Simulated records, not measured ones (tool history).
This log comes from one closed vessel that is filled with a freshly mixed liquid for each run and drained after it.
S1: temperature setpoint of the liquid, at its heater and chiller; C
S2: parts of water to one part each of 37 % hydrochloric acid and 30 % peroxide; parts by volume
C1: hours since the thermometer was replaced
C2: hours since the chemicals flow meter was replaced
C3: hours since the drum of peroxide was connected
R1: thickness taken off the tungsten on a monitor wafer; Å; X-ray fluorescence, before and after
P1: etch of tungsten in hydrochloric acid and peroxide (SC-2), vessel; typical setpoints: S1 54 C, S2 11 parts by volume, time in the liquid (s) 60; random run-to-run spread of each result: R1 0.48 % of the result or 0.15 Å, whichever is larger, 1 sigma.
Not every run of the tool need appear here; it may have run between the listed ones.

run 1 hour=14.3 | S1=54 S2=11 time_in_the_liquid_(s)=60 | C1=766.3 C2=951.9 C3=494.7 | R1=178.68
run 2 hour=30.3 | S1=54 S2=11 time_in_the_liquid_(s)=30 | C1=782.3 C2=967.9 C3=510.7 | R1=89.261
run 3 hour=46.4 | S1=54 S2=11 time_in_the_liquid_(s)=60 | C1=798.4 C2=984 C3=526.8 | R1=178.82
run 4 hour=61.8 | S1=62.5 S2=15 time_in_the_liquid_(s)=60 | C1=813.8 C2=999.4 C3=542.2 | R1=232.37
run 5 hour=79.5 | S1=39 S2=6.5 time_in_the_liquid_(s)=60 | C1=831.5 C2=1017.1 C3=559.9 | R1=97.647
-- hour=83 chemicals flow meter replaced
run 6 hour=92 | S1=54 S2=11 time_in_the_liquid_(s)=60 | C1=844 C2=9.1 C3=572.4 | R1=178.14
run 7 hour=101.8 | S1=54 S2=11 time_in_the_liquid_(s)=60 | C1=853.8 C2=18.9 C3=582.2 | R1=177.56
run 8 hour=111.4 | S1=54 S2=11 time_in_the_liquid_(s)=95 | C1=863.4 C2=28.5 C3=591.8 | R1=283.06
run 9 hour=125.1 | S1=54 S2=20 time_in_the_liquid_(s)=60 | C1=877.1 C2=42.2 C3=605.5 | R1=104.62
run 10 hour=136 | S1=37.5 S2=11 time_in_the_liquid_(s)=60 | C1=888 C2=53.1 C3=616.4 | R1=57.3
run 11 hour=151.6 | S1=54 S2=11 time_in_the_liquid_(s)=60 | C1=903.6 C2=68.7 C3=632 | R1=179.03
run 12 hour=162.4 | S1=67.5 S2=11 time_in_the_liquid_(s)=60 | C1=914.4 C2=79.5 C3=642.8 | R1=413.26
run 13 hour=179.5 | S1=54 S2=4.5 time_in_the_liquid_(s)=60 | C1=931.5 C2=96.6 C3=659.9 | R1=353.5
run 14 hour=190.1 | S1=54 S2=4 time_in_the_liquid_(s)=95 | C1=942.1 C2=107.2 C3=670.5 | R1=611.21
run 15 hour=205.3 | S1=54 S2=11 time_in_the_liquid_(s)=60 | C1=957.3 C2=122.4 C3=685.7 | R1=177.75
run 16 hour=212.9 | S1=54 S2=11 time_in_the_liquid_(s)=60 | C1=964.9 C2=130 C3=693.3 | R1=175.87
run 17 hour=224.8 | S1=54 S2=11 time_in_the_liquid_(s)=60 | C1=976.8 C2=141.9 C3=705.2 | R1=170.73
run 18 hour=239.1 | S1=54 S2=11 time_in_the_liquid_(s)=60 | C1=991.1 C2=156.2 C3=719.5 | R1=168.32
run 19 hour=256.4 | S1=54 S2=11 time_in_the_liquid_(s)=60 | C1=1008.4 C2=173.5 C3=736.8 | R1=165.04
run 20 hour=272.5 | S1=54 S2=11 time_in_the_liquid_(s)=60 | C1=1024.5 C2=189.6 C3=752.9 | R1=166.27
-- hour=280.5 new drum of peroxide connected
run 21 hour=288.6 | S1=54 S2=11 time_in_the_liquid_(s)=60 | C1=1040.6 C2=205.7 C3=8.2 | R1=164.67
run 22 hour=305.4 | S1=54 S2=11 time_in_the_liquid_(s)=60 | C1=1057.4 C2=222.5 C3=25 | R1=163.19
run 23 hour=316.7 | S1=54 S2=11 time_in_the_liquid_(s)=60 | C1=1068.7 C2=233.8 C3=36.3 | R1=163.66
run 24 hour=325.4 | S1=54 S2=11 time_in_the_liquid_(s)=60 | C1=1077.4 C2=242.5 C3=45 | R1=164.56

Something has made what P1 gives creep away from where it was; the 2 causes below, each at its own stated size, fit the log equally well:
A: liquid colder than its thermometer reads (K) = 1.35
B: chemicals flow below the setpoint (%) = 9.8
The drift started at roughly hour 205.3.
Other possible causes, and why each is ruled out:
peroxide weaker than its label (%): serviced at hour 280.5, which brought nothing back

You are offered 4 check runs, listed below with question marks in place of their results; each one averages 3 wafers. Which run separates the listed causes by giving clearly different results for each?
run check 1 hour=334.1 | S1=40 S2=5 time_in_the_liquid_(s)=60 | R1=?
run check 2 hour=334.1 | S1=47.5 S2=17.5 time_in_the_liquid_(s)=60 | R1=?
run check 3 hour=334.1 | S1=66 S2=11 time_in_the_liquid_(s)=60 | R1=?
run check 4 hour=334.1 | S1=44.5 S2=19.5 time_in_the_liquid_(s)=60 | R1=?

Check results expected under each cause:
check=check_1 result=R1 if_A=116.14 if_B=118.68
check=check_2 result=R1 if_A=70.446 if_B=70.361
check=check_3 result=R1 if_A=348.82 if_B=346.77
check=check_4 result=R1 if_A=51.956 if_B=51.933
Per check, the gap between the least separated pair of causes, taken in the result that splits them most: check 1 2.16 %; check 2 0.12 %; check 3 0.59 %; check 4 0.04 %
Check 1 tells the causes apart: in the others they would give nearly the same result.

The results of check 1 are: R1 118.77 Å. Based on these, which of the listed causes is it?

Of the candidate causes, it is B: chemicals flow below the setpoint (%).

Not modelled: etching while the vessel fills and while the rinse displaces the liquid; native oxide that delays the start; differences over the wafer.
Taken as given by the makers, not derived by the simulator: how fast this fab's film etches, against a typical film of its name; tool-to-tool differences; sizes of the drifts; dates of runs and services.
